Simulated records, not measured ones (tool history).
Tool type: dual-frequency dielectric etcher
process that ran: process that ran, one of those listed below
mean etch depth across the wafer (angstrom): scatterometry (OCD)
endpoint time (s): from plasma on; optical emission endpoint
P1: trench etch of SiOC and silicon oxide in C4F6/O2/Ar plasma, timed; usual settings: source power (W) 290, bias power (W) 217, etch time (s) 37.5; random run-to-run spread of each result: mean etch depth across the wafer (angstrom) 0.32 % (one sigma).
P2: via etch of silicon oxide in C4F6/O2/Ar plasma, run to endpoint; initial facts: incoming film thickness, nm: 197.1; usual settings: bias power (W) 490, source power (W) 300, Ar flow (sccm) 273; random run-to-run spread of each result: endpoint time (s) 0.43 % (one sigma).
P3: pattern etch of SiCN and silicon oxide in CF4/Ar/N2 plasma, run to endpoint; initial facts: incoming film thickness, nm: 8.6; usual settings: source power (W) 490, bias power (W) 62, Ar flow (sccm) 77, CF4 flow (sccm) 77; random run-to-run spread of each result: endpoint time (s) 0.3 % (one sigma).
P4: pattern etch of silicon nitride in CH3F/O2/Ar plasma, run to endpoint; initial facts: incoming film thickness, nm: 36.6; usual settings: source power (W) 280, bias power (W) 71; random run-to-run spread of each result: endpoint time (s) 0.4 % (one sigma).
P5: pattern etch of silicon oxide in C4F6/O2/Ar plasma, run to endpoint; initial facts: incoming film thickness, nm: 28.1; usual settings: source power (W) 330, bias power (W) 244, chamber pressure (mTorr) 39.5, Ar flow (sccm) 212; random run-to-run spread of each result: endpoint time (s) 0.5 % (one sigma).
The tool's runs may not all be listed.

run,hour,process that ran,source power (W),bias power (W),etch time (s),chamber pressure (mTorr),Ar flow (sccm),CF4 flow (sccm),hours since the last wet clean,hours since the last source power generator calibration,hours since the last bias power generator calibration,mean etch depth across the wafer (angstrom),endpoint time (s)
1,3.6,P1,290,217,37.5,,,,375.7,2577.3,1448.2,706.83,
2,10.2,P4,180,71,,,,,382.3,2583.9,1454.8,,71.6250
3,18.1,P1,200,217,37.5,,,,390.2,2591.8,1462.7,616.86,
4,23.4,P5,330,244,,27.5,212,,395.5,2597.1,1468.0,,8.1692
5,29.1,P2,300,490,,,273,,401.2,2602.8,1473.7,,49.6110
6,33.4,P1,290,217,37.5,,,,405.5,2607.1,1478.0,710.36,
# hour 37.7: wet clean of the chamber
7,41.3,P2,300,490,,,194,,3.7,2615.0,1485.9,,47.4180
8,49.2,P1,290,217,37.5,,,,11.6,2622.9,1493.8,708.11,
9,55.8,P5,330,336,,39.5,212,,18.2,2629.5,1500.4,,7.6045
10,63.6,P1,290,217,56.0,,,,26.0,2637.3,1508.2,1060.70,
11,68.8,P3,300,62,,,77,77,31.2,2642.5,1513.4,,14.2060
12,75.0,P5,240,244,,39.5,212,,37.4,2648.7,1519.6,,9.6233
13,81.0,P1,290,176,37.5,,,,43.4,2654.7,1525.6,659.43,
14,85.1,P1,290,142,49.0,,,,47.5,2658.8,1529.7,806.47,
15,92.5,P4,280,57,,,,,54.9,2666.2,1537.1,,65.5290
16,99.9,P1,290,256,37.5,,,,62.3,2673.6,1544.5,750.43,
17,105.9,P1,290,217,37.5,,,,68.3,2679.6,1550.5,707.38,
18,111.0,P5,330,244,,39.5,212,,73.4,2684.7,1555.6,,8.4568
19,115.2,P2,420,490,,,273,,77.6,2688.9,1559.8,,43.5030
20,123.4,P3,490,62,,,77,77,85.8,2697.1,1568.0,,9.2054
21,131.5,P1,290,217,27.5,,,,93.9,2705.2,1576.1,517.73,
22,135.1,P4,280,71,,,,,97.5,2708.8,1579.7,,60.4640
23,141.4,P5,330,244,,39.5,125,,103.8,2715.1,1586.0,,8.0966
24,145.6,P1,370,217,37.5,,,,108.0,2719.3,1590.2,776.65,
25,149.6,P2,300,490,,,273,,112.0,2723.3,1594.2,,49.2120
26,156.6,P3,490,62,,,48,77,119.0,2730.3,1601.2,,8.6403
27,163.9,P3,490,62,,,77,50,126.3,2737.6,1608.5,,9.8370
28,169.1,P2,300,583,,,273,,131.5,2742.8,1613.7,,46.0650
29,174.5,P3,490,79,,,77,77,136.9,2748.2,1619.1,,8.5177
30,182.3,P1,290,217,37.5,,,,144.7,2756.0,1626.9,711.15,
31,188.6,P1,290,217,37.5,,,,151.0,2762.3,1633.2,703.77,
32,195.3,P1,290,217,37.5,,,,157.7,2769.0,1639.9,703.26,
33,202.7,P1,290,217,37.5,,,,165.1,2776.4,1647.3,704.19,
34,208.8,P1,290,217,37.5,,,,171.2,2782.5,1653.4,694.94,
# hour 209.6: wet clean of the chamber
35,216.7,P1,290,217,37.5,,,,7.2,2790.4,1661.3,701.74,
36,222.3,P1,290,217,37.5,,,,12.8,2796.0,1666.9,699.23,
37,226.2,P1,290,217,37.5,,,,16.7,2799.9,1670.8,698.82,
38,231.2,P1,290,217,37.5,,,,21.7,2804.9,1675.8,700.17,
39,239.1,P1,290,217,37.5,,,,29.6,2812.8,1683.7,697.91,
40,247.1,P1,290,217,37.5,,,,37.6,2820.8,1691.7,696.47,

Something has made what P1 gives creep away from where it was; the 2 causes below, each at its own stated size, fit the log equally well:
A: bias power that arrives under what is set, % = 4.62
B: source power that arrives under what is set, % = 4.06
Onset of the creep was near hour 182.3.
Other possible causes, and why each is ruled out:
chamber walls in a state that lowers the etch rate, %: work on it at hour 209.6, done after the drift set in, did not restore what the process gave before

Which of the 4 check runs listed below separates the causes, so that each cause would produce a clearly different result? Each run uses one wafer, and its results are marked with question marks.
check 1,255.1,P3,490,62,,,77,77,,,,,?
check 2,255.1,P4,280,71,,,,,,,,,?
check 3,255.1,P2,300,490,,,273,,,,,,?
check 4,255.1,P5,330,244,,39.5,212,,,,,,?

Check results expected under each cause:
check,result,if A,if B
check 1,endpoint time (s),9.3285,9.5413
check 2,endpoint time (s),61.7210,61.6640
check 3,endpoint time (s),50.2860,50.1550
check 4,endpoint time (s),8.6629,8.6609
Distance between the nearest two causes, measured in the result of the check that separates them most: check 1 2.26 %; check 2 0.09 %; check 3 0.26 %; check 4 0.02 %
The other checks would show nearly matching results whichever cause is true, so check 1 is the only one that separates the causes.

Check 1 has now been run. It gave: endpoint time (s) 9.5752. Which of the candidate causes is it?

Of the candidate causes, it is B: source power that arrives under what is set, %.

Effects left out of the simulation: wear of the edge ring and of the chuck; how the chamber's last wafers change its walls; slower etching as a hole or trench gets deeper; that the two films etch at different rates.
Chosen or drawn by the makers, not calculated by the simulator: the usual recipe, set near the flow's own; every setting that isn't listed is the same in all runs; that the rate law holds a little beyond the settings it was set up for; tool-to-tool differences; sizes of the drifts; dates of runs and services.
